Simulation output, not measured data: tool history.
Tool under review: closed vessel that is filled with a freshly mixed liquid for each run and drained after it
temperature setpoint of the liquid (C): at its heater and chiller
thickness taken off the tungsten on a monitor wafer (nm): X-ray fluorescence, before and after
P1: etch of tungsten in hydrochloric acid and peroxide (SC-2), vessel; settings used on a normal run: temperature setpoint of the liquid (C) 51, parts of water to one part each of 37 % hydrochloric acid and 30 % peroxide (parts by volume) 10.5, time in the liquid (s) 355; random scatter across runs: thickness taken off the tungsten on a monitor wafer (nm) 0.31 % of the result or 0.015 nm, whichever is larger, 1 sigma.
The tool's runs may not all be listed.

run	hour	temperature setpoint of the liquid (C)	parts of water to one part each of 37 % hydrochloric acid and 30 % peroxide (parts by volume)	time in the liquid (s)	hours since the thermometer was replaced	hours since the chemicals flow meter was replaced	hours since the drum of peroxide was connected	thickness taken off the tungsten on a monitor wafer (nm)
1	9.7	51	10.5	355	298.7	584.4	103.2	43.307
2	18	63.5	18.5	355	307	592.7	111.5	58.52
3	30.1	51	10.5	355	319.1	604.8	123.6	43.302
4	45.4	51	18.5	355	334.4	620.1	138.9	26.318
5	59.8	51	10.5	715	348.8	634.5	153.3	87.36
6	75.3	51	10.5	355	364.3	650	168.8	43.045
7	83.8	51	10.5	60	372.8	658.5	177.3	7.3134
8	91.3	38.5	10.5	355	380.3	666	184.8	18.326
9	106.2	51	4	355	395.2	680.9	199.7	89.9
10	121.7	67.5	10.5	355	410.7	696.4	215.2	122.13
11	136.1	51	10.5	355	425.1	710.8	229.6	43.325
12	152.1	51	10.5	355	441.1	726.8	245.6	43.277
13	164.1	51	10.5	355	453.1	738.8	257.6	43.347
14	177.4	51	10.5	355	466.4	752.1	270.9	43.233
15	188.1	51	10.5	355	477.1	762.8	281.6	45.178
16	203.1	51	10.5	355	492.1	777.8	296.6	46.411
17	216.3	51	10.5	355	505.3	791	309.8	47.032
18	226.1	51	10.5	355	515.1	800.8	319.6	47.141
19	235.4	51	10.5	355	524.4	810.1	328.9	47.244

Forecast run 20:
20	249.7	51	10.5	355	538.7	824.4	343.2	?

Run 20 measured thickness taken off the tungsten on a monitor wafer (nm) 47.394.

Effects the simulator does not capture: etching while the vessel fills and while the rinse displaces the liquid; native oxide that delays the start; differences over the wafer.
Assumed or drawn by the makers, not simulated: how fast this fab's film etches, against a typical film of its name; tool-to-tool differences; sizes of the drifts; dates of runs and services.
